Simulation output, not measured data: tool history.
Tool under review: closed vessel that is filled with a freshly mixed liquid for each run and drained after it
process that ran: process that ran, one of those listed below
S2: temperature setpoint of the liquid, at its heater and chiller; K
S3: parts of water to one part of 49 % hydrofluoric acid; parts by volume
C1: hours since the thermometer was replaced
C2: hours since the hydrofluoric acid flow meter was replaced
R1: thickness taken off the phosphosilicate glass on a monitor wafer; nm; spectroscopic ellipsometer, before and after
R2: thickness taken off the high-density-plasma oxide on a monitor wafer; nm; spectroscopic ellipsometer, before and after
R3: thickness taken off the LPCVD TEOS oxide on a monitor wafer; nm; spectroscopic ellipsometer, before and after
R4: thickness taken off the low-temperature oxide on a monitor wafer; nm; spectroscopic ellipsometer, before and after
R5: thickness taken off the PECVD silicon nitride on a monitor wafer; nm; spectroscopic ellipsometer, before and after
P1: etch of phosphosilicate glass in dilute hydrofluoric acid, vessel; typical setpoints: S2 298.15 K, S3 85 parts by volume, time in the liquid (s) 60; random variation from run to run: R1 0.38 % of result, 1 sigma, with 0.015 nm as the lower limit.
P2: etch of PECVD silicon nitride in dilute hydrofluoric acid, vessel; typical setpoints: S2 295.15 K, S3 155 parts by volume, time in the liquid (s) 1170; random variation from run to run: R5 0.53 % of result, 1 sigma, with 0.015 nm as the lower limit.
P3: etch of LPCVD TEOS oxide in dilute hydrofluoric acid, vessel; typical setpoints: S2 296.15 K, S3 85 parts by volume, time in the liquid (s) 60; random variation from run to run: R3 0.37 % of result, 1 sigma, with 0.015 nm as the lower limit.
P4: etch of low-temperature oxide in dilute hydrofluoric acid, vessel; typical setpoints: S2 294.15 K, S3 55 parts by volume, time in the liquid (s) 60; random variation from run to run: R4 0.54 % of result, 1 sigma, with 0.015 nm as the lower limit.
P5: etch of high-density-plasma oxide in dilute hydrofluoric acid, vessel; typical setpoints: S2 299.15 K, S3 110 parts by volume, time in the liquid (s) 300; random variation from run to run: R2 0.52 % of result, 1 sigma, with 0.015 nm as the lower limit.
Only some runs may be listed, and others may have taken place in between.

{"run": 1, "hour": 6.7, "process that ran": "P1", "S2": 298.15, "S3": 85, "time in the liquid (s)": 60, "C1": 1678.4, "C2": 959, "R1": 58.253}
{"run": 2, "hour": 10.2, "process that ran": "P5", "S2": 299.15, "S3": 110, "time in the liquid (s)": 300, "C1": 1681.9, "C2": 962.5, "R2": 22.58}
{"run": 3, "hour": 13.4, "process that ran": "P3", "S2": 296.15, "S3": 130, "time in the liquid (s)": 60, "C1": 1685.1, "C2": 965.7, "R3": 15.28}
{"run": 4, "hour": 18.4, "process that ran": "P4", "S2": 294.15, "S3": 20, "time in the liquid (s)": 60, "C1": 1690.1, "C2": 970.7, "R4": 55.23}
{"run": 5, "hour": 24.2, "process that ran": "P1", "S2": 298.15, "S3": 30, "time in the liquid (s)": 60, "C1": 1695.9, "C2": 976.5, "R1": 177.62}
{"run": 6, "hour": 28.0, "process that ran": "P1", "S2": 298.15, "S3": 85, "time in the liquid (s)": 60, "C1": 1699.7, "C2": 980.3, "R1": 57.986}
{"run": 7, "hour": 34.8, "process that ran": "P3", "S2": 296.15, "S3": 85, "time in the liquid (s)": 60, "C1": 1706.5, "C2": 987.1, "R3": 24.683}
{"run": 8, "hour": 38.1, "process that ran": "P5", "S2": 303.65, "S3": 110, "time in the liquid (s)": 300, "C1": 1709.8, "C2": 990.4, "R2": 26.758}
{"run": 9, "hour": 43.4, "process that ran": "P5", "S2": 299.15, "S3": 170, "time in the liquid (s)": 300, "C1": 1715.1, "C2": 995.7, "R2": 13.57}
{"run": 10, "hour": 50.0, "process that ran": "P4", "S2": 294.15, "S3": 55, "time in the liquid (s)": 60, "C1": 1721.7, "C2": 1002.3, "R4": 19.247}
{"run": 11, "hour": 56.0, "process that ran": "P1", "S2": 298.15, "S3": 85, "time in the liquid (s)": 90, "C1": 1727.7, "C2": 1008.3, "R1": 87.206}
{"run": 12, "hour": 59.9, "process that ran": "P3", "S2": 300.65, "S3": 85, "time in the liquid (s)": 60, "C1": 1731.6, "C2": 1012.2, "R3": 29.395}
{"run": 13, "hour": 63.1, "process that ran": "P3", "S2": 296.15, "S3": 85, "time in the liquid (s)": 90, "C1": 1734.8, "C2": 1015.4, "R3": 37.094}
{"run": 14, "hour": 69.4, "process that ran": "P1", "S2": 298.15, "S3": 115, "time in the liquid (s)": 60, "C1": 1741.1, "C2": 1021.7, "R1": 41.559}
{"run": 15, "hour": 73.0, "process that ran": "P1", "S2": 298.15, "S3": 85, "time in the liquid (s)": 60, "C1": 1744.7, "C2": 1025.3, "R1": 57.841}
{"run": 16, "hour": 76.7, "process that ran": "P2", "S2": 290.15, "S3": 155, "time in the liquid (s)": 1170, "C1": 1748.4, "C2": 1029, "R5": 8.3373}
{"run": 17, "hour": 82.6, "process that ran": "P4", "S2": 290.15, "S3": 55, "time in the liquid (s)": 60, "C1": 1754.3, "C2": 1034.9, "R4": 16.241}
{"run": 18, "hour": 88.0, "process that ran": "P2", "S2": 295.15, "S3": 155, "time in the liquid (s)": 665, "C1": 1759.7, "C2": 1040.3, "R5": 6.5719}
{"run": 19, "hour": 93.2, "process that ran": "P1", "S2": 298.15, "S3": 85, "time in the liquid (s)": 30, "C1": 1764.9, "C2": 1045.5, "R1": 28.968}
{"run": 20, "hour": 97.5, "process that ran": "P2", "S2": 295.15, "S3": 155, "time in the liquid (s)": 1170, "C1": 1769.2, "C2": 1049.8, "R5": 11.684}
{"run": 21, "hour": 102.6, "process that ran": "P2", "S2": 295.15, "S3": 35, "time in the liquid (s)": 1170, "C1": 1774.3, "C2": 1054.9, "R5": 49.667}
{"run": 22, "hour": 108.8, "process that ran": "P4", "S2": 294.15, "S3": 55, "time in the liquid (s)": 30, "C1": 1780.5, "C2": 1061.1, "R4": 9.6747}
{"run": 23, "hour": 113.5, "process that ran": "P1", "S2": 298.15, "S3": 85, "time in the liquid (s)": 60, "C1": 1785.2, "C2": 1065.8, "R1": 57.786}
{"run": 24, "hour": 117.7, "process that ran": "P4", "S2": 294.15, "S3": 55, "time in the liquid (s)": 60, "C1": 1789.4, "C2": 1070, "R4": 19.31}
{"run": 25, "hour": 122.1, "process that ran": "P1", "S2": 292.65, "S3": 85, "time in the liquid (s)": 60, "C1": 1793.8, "C2": 1074.4, "R1": 46.155}
{"run": 26, "hour": 128.8, "process that ran": "P1", "S2": 298.15, "S3": 85, "time in the liquid (s)": 60, "C1": 1800.5, "C2": 1081.1, "R1": 58.382}
{"run": 27, "hour": 135.3, "process that ran": "P1", "S2": 298.15, "S3": 150, "time in the liquid (s)": 35, "C1": 1807, "C2": 1087.6, "R1": 17.766}
{"run": 28, "hour": 139.3, "process that ran": "P1", "S2": 305.65, "S3": 85, "time in the liquid (s)": 60, "C1": 1811, "C2": 1091.6, "R1": 77.313}
{"run": 29, "hour": 145.2, "process that ran": "P5", "S2": 299.15, "S3": 110, "time in the liquid (s)": 145, "C1": 1816.9, "C2": 1097.5, "R2": 10.934}
{"run": 30, "hour": 150.8, "process that ran": "P1", "S2": 298.15, "S3": 85, "time in the liquid (s)": 60, "C1": 1822.5, "C2": 1103.1, "R1": 58.027}
{"run": 31, "hour": 156.9, "process that ran": "P1", "S2": 298.15, "S3": 85, "time in the liquid (s)": 60, "C1": 1828.6, "C2": 1109.2, "R1": 60.2}
{"run": 32, "hour": 163.4, "process that ran": "P1", "S2": 298.15, "S3": 85, "time in the liquid (s)": 60, "C1": 1835.1, "C2": 1115.7, "R1": 61.511}
{"run": 33, "hour": 168.2, "process that ran": "P1", "S2": 298.15, "S3": 85, "time in the liquid (s)": 60, "C1": 1839.9, "C2": 1120.5, "R1": 61.588}
{"run": 34, "hour": 171.9, "process that ran": "P1", "S2": 298.15, "S3": 85, "time in the liquid (s)": 60, "C1": 1843.6, "C2": 1124.2, "R1": 61.919}
{"run": 35, "hour": 178.5, "process that ran": "P1", "S2": 298.15, "S3": 85, "time in the liquid (s)": 60, "C1": 1850.2, "C2": 1130.8, "R1": 61.893}
{"run": 36, "hour": 182.4, "process that ran": "P1", "S2": 298.15, "S3": 85, "time in the liquid (s)": 60, "C1": 1854.1, "C2": 1134.7, "R1": 62.005}

Compared with where it was, what P1 gives has crept away. Each cause listed below fits the log as well as the rest, at the size given for it:
A: liquid hotter than its thermometer reads (K) = 1.66
B: hydrofluoric acid flow above the setpoint (%) = 6.08
The onset of the drift is placed at about hour 150.8.

The check runs listed below each take one wafer, and their results are still question marks. Under which run would the listed causes lead to clearly different results?
{"run": "check 1", "hour": 186.3, "process that ran": "P2", "S2": 295.15, "S3": 155, "time in the liquid (s)": 1170, "R5": "?"}
{"run": "check 2", "hour": 186.3, "process that ran": "P5", "S2": 299.15, "S3": 110, "time in the liquid (s)": 300, "R2": "?"}
{"run": "check 3", "hour": 186.3, "process that ran": "P3", "S2": 296.15, "S3": 85, "time in the liquid (s)": 60, "R3": "?"}
{"run": "check 4", "hour": 186.3, "process that ran": "P4", "S2": 294.15, "S3": 55, "time in the liquid (s)": 60, "R4": "?"}

What every check run would give for each of its results, assuming each possible cause in turn:
check=check_1 result=R5 if_A=12.949 if_B=12.317
check=check_2 result=R2 if_A=24.122 if_B=24.205
check=check_3 result=R3 if_A=26.342 if_B=26.3
check=check_4 result=R4 if_A=20.624 if_B=20.492
Smallest distance between any two causes, each pair judged by its most separating result, in per cent: check 1 5.01 %; check 2 0.34 %; check 3 0.16 %; check 4 0.64 %
Only in check 1 would the causes give clearly different results; in the remaining checks their results would be nearly the same.

After running check 1, the following was obtained: R5 12.263 nm. Which cause does this point to?

It was cause B: hydrofluoric acid flow above the setpoint (%).
